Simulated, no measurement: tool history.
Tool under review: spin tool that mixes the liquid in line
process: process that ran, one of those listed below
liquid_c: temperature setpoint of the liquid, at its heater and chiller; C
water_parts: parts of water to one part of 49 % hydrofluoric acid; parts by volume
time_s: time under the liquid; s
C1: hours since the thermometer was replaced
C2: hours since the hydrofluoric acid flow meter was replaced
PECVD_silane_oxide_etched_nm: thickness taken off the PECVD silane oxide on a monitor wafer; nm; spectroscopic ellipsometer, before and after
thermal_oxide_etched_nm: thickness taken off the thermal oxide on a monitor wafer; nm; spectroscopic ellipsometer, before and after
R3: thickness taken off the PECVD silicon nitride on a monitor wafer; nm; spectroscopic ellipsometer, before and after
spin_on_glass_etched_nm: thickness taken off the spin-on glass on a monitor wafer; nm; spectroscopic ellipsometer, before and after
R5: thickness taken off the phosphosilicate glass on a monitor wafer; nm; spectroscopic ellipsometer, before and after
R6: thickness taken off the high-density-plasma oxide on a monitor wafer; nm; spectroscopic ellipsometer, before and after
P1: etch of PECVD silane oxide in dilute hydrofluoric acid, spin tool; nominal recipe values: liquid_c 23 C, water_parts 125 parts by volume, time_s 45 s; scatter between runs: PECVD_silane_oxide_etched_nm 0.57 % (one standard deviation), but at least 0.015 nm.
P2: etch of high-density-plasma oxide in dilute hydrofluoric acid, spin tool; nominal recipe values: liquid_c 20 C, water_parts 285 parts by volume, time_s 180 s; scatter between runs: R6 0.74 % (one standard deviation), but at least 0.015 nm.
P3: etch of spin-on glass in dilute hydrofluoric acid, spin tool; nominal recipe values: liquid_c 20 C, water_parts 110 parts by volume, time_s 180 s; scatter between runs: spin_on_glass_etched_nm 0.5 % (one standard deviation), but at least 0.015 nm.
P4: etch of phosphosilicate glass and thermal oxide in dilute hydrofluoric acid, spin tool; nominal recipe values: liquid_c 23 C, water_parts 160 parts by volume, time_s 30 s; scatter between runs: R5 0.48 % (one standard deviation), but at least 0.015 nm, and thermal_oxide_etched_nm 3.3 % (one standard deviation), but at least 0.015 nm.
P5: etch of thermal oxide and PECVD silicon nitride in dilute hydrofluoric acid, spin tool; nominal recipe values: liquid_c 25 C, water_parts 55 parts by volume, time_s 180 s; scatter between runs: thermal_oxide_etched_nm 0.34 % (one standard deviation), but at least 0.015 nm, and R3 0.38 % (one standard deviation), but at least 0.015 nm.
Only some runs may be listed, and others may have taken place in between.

Run 1, hour 3.7: process P1, liquid_c 23 C, water_parts 125 parts by volume, time_s 45 s; C1 1670.9; C2 285.1. Result: PECVD_silane_oxide_etched_nm 13.445 nm.
Run 2, hour 11.9: process P1, liquid_c 23 C, water_parts 125 parts by volume, time_s 15 s; C1 1679.1; C2 293.3. Result: PECVD_silane_oxide_etched_nm 4.4406 nm.
Run 3, hour 17.9: process P5, liquid_c 25 C, water_parts 55 parts by volume, time_s 180 s; C1 1685.1; C2 299.3. Result: thermal_oxide_etched_nm 17.425 nm, R3 9.7671 nm.
Run 4, hour 23.2: process P3, liquid_c 20 C, water_parts 200 parts by volume, time_s 180 s; C1 1690.4; C2 304.6. Result: spin_on_glass_etched_nm 15.32 nm.
Run 5, hour 30: process P1, liquid_c 17 C, water_parts 125 parts by volume, time_s 45 s; C1 1697.2; C2 311.4. Result: PECVD_silane_oxide_etched_nm 10.459 nm.
Run 6, hour 33.8: process P4, liquid_c 23 C, water_parts 160 parts by volume, time_s 30 s; C1 1701; C2 315.2. Result: thermal_oxide_etched_nm 0.84091 nm, R5 15.123 nm.
Run 7, hour 40: process P3, liquid_c 20 C, water_parts 110 parts by volume, time_s 60 s; C1 1707.2; C2 321.4. Result: spin_on_glass_etched_nm 10.172 nm.
Run 8, hour 48.4: process P3, liquid_c 20 C, water_parts 110 parts by volume, time_s 180 s; C1 1715.6; C2 329.8. Result: spin_on_glass_etched_nm 30.321 nm.
Run 9, hour 54.8: process P5, liquid_c 29 C, water_parts 55 parts by volume, time_s 180 s; C1 1722; C2 336.2. Result: thermal_oxide_etched_nm 20.459 nm, R3 12.579 nm.
Run 10, hour 60.7: process P4, liquid_c 23 C, water_parts 160 parts by volume, time_s 15 s; C1 1727.9; C2 342.1. Result: thermal_oxide_etched_nm 0.45463 nm, R5 7.5444 nm.
Run 11, hour 69: process P4, liquid_c 23 C, water_parts 40 parts by volume, time_s 30 s; C1 1736.2; C2 350.4. Result: thermal_oxide_etched_nm 4.1159 nm, R5 69.492 nm.
Run 12, hour 74.7: process P1, liquid_c 23 C, water_parts 125 parts by volume, time_s 45 s; C1 1741.9; C2 356.1. Result: PECVD_silane_oxide_etched_nm 13.393 nm.
Run 13, hour 80.8: process P5, liquid_c 25 C, water_parts 55 parts by volume, time_s 30 s; C1 1748; C2 362.2. Result: thermal_oxide_etched_nm 2.9163 nm, R3 1.613 nm.
Run 14, hour 88.4: process P3, liquid_c 20 C, water_parts 110 parts by volume, time_s 180 s; C1 1755.6; C2 369.8. Result: spin_on_glass_etched_nm 30.538 nm.
Run 15, hour 94: process P1, liquid_c 23 C, water_parts 215 parts by volume, time_s 45 s; C1 1761.2; C2 375.4. Result: PECVD_silane_oxide_etched_nm 7.0355 nm.
Run 16, hour 102.3: process P3, liquid_c 17 C, water_parts 110 parts by volume, time_s 180 s; C1 1769.5; C2 383.7. Result: spin_on_glass_etched_nm 26.668 nm.
Run 17, hour 107.6: process P1, liquid_c 23 C, water_parts 125 parts by volume, time_s 45 s; C1 1774.8; C2 389. Result: PECVD_silane_oxide_etched_nm 13.413 nm.
Run 18, hour 115.4: process P1, liquid_c 23 C, water_parts 40 parts by volume, time_s 45 s; C1 1782.6; C2 396.8. Result: PECVD_silane_oxide_etched_nm 46.135 nm.
Run 19, hour 123.6: process P1, liquid_c 23 C, water_parts 125 parts by volume, time_s 45 s; C1 1790.8; C2 405. Result: PECVD_silane_oxide_etched_nm 13.261 nm.
Run 20, hour 131.8: process P1, liquid_c 29.5 C, water_parts 125 parts by volume, time_s 15 s; C1 1799; C2 413.2. Result: PECVD_silane_oxide_etched_nm 5.6905 nm.
Run 21, hour 136.8: process P1, liquid_c 23 C, water_parts 125 parts by volume, time_s 45 s; C1 1804; C2 418.2. Result: PECVD_silane_oxide_etched_nm 13.34 nm.
Run 22, hour 141: process P5, liquid_c 25 C, water_parts 20 parts by volume, time_s 180 s; C1 1808.2; C2 422.4. Result: thermal_oxide_etched_nm 50.38 nm, R3 25.935 nm.
Run 23, hour 144.9: process P4, liquid_c 23 C, water_parts 160 parts by volume, time_s 30 s; C1 1812.1; C2 426.3. Result: thermal_oxide_etched_nm 0.85214 nm, R5 14.907 nm.
Run 24, hour 150.8: process P1, liquid_c 23 C, water_parts 125 parts by volume, time_s 80 s; C1 1818; C2 432.2. Result: PECVD_silane_oxide_etched_nm 23.56 nm.
Run 25, hour 156: process P2, liquid_c 20 C, water_parts 490 parts by volume, time_s 180 s; C1 1823.2; C2 437.4. Result: R6 1.3516 nm.
Run 26, hour 160.9: process P4, liquid_c 17.5 C, water_parts 160 parts by volume, time_s 30 s; C1 1828.1; C2 442.3. Result: thermal_oxide_etched_nm 0.63738 nm, R5 12.037 nm.
Run 27, hour 165.6: process P2, liquid_c 20 C, water_parts 285 parts by volume, time_s 295 s; C1 1832.8; C2 447. Result: R6 4.5288 nm.
Run 28, hour 171.4: process P1, liquid_c 23 C, water_parts 125 parts by volume, time_s 45 s; C1 1838.6; C2 452.8. Result: PECVD_silane_oxide_etched_nm 13.243 nm.
Run 29, hour 178.1: process P1, liquid_c 29 C, water_parts 125 parts by volume, time_s 45 s; C1 1845.3; C2 459.5. Result: PECVD_silane_oxide_etched_nm 16.93 nm.
Run 30, hour 183.5: process P5, liquid_c 25 C, water_parts 55 parts by volume, time_s 180 s; C1 1850.7; C2 464.9. Result: thermal_oxide_etched_nm 17.468 nm, R3 9.7377 nm.
Run 31, hour 191.8: process P2, liquid_c 20 C, water_parts 285 parts by volume, time_s 180 s; C1 1859; C2 473.2. Result: R6 2.734 nm.
Run 32, hour 196.9: process P2, liquid_c 25.5 C, water_parts 285 parts by volume, time_s 180 s; C1 1864.1; C2 478.3. Result: R6 3.3618 nm.
Run 33, hour 203.5: process P1, liquid_c 23 C, water_parts 125 parts by volume, time_s 45 s; C1 1870.7; C2 484.9. Result: PECVD_silane_oxide_etched_nm 13.265 nm.
Run 34, hour 211: process P1, liquid_c 23 C, water_parts 125 parts by volume, time_s 45 s; C1 1878.2; C2 492.4. Result: PECVD_silane_oxide_etched_nm 13.681 nm.
Run 35, hour 217.5: process P1, liquid_c 23 C, water_parts 125 parts by volume, time_s 45 s; C1 1884.7; C2 498.9. Result: PECVD_silane_oxide_etched_nm 13.941 nm.
Run 36, hour 222.2: process P1, liquid_c 23 C, water_parts 125 parts by volume, time_s 45 s; C1 1889.4; C2 503.6. Result: PECVD_silane_oxide_etched_nm 13.832 nm.
Run 37, hour 225.9: process P1, liquid_c 23 C, water_parts 125 parts by volume, time_s 45 s; C1 1893.1; C2 507.3. Result: PECVD_silane_oxide_etched_nm 14.064 nm.
Run 38, hour 233.8: process P1, liquid_c 23 C, water_parts 125 parts by volume, time_s 45 s; C1 1901; C2 515.2. Result: PECVD_silane_oxide_etched_nm 14.189 nm.
Run 39, hour 239.8: process P1, liquid_c 23 C, water_parts 125 parts by volume, time_s 45 s; C1 1907; C2 521.2. Result: PECVD_silane_oxide_etched_nm 14.098 nm.
Run 40, hour 244.5: process P1, liquid_c 23 C, water_parts 125 parts by volume, time_s 45 s; C1 1911.7; C2 525.9. Result: PECVD_silane_oxide_etched_nm 14.217 nm.
Run 41, hour 250.8: process P1, liquid_c 23 C, water_parts 125 parts by volume, time_s 45 s; C1 1918; C2 532.2. Result: PECVD_silane_oxide_etched_nm 14.198 nm.
Run 42, hour 258.5: process P1, liquid_c 23 C, water_parts 125 parts by volume, time_s 45 s; C1 1925.7; C2 539.9. Result: PECVD_silane_oxide_etched_nm 14.35 nm.
Run 43, hour 263.9: process P1, liquid_c 23 C, water_parts 125 parts by volume, time_s 45 s; C1 1931.1; C2 545.3. Result: PECVD_silane_oxide_etched_nm 14.224 nm.
Run 44, hour 269.5: process P1, liquid_c 23 C, water_parts 125 parts by volume, time_s 45 s; C1 1936.7; C2 550.9. Result: PECVD_silane_oxide_etched_nm 14.058 nm.

P1 no longer gives what it gave before; its output has crept away from where it was. The following 2 causes, each at its listed size, fit the log equally well:
A: hydrofluoric acid flow above the setpoint (%) = 6.67
B: liquid hotter than its thermometer reads (K) = 1.9
The drift started at roughly hour 203.5.

Question marks stand in for the results of the 4 check runs listed below, each run on one wafer. Under which run would the listed causes show clearly different results?
Run check 1, hour 275.1: process P2, liquid_c 25 C, water_parts 285 parts by volume, time_s 285 s. Result: R6 ?.
Run check 2, hour 275.1: process P3, liquid_c 20 C, water_parts 165 parts by volume, time_s 180 s. Result: spin_on_glass_etched_nm ?.
Run check 3, hour 275.1: process P4, liquid_c 23 C, water_parts 85 parts by volume, time_s 15 s. Result: thermal_oxide_etched_nm ?, R5 ?.
Run check 4, hour 275.1: process P5, liquid_c 25 C, water_parts 55 parts by volume, time_s 55 s. Result: thermal_oxide_etched_nm ?, R3 ?.

If the cause were each of the candidates in turn, the checks would give the following:
  check                   result     if A    if B
check 1                       R6   5.7203  5.6201
check 2  spin_on_glass_etched_nm   20.601   20.58
check 3  thermal_oxide_etched_nm  0.93313  0.9379
check 3                       R5   16.503  16.588
check 4  thermal_oxide_etched_nm   5.7244  5.7671
check 4                       R3    3.169  3.3737
How far apart the two closest causes lie, in the result that separates them most: check 1 1.77 %; check 2 0.1 %; check 3 0.51 %; check 4 6.26 %
Of the check runs offered, only check 4 discriminates between the causes; the rest would read about the same regardless of which cause applies.

After running check 4, the following was obtained: thermal_oxide_etched_nm 5.7451 nm; R3 3.3543 nm. Which cause does this point to?

It was cause B: liquid hotter than its thermometer reads (K).
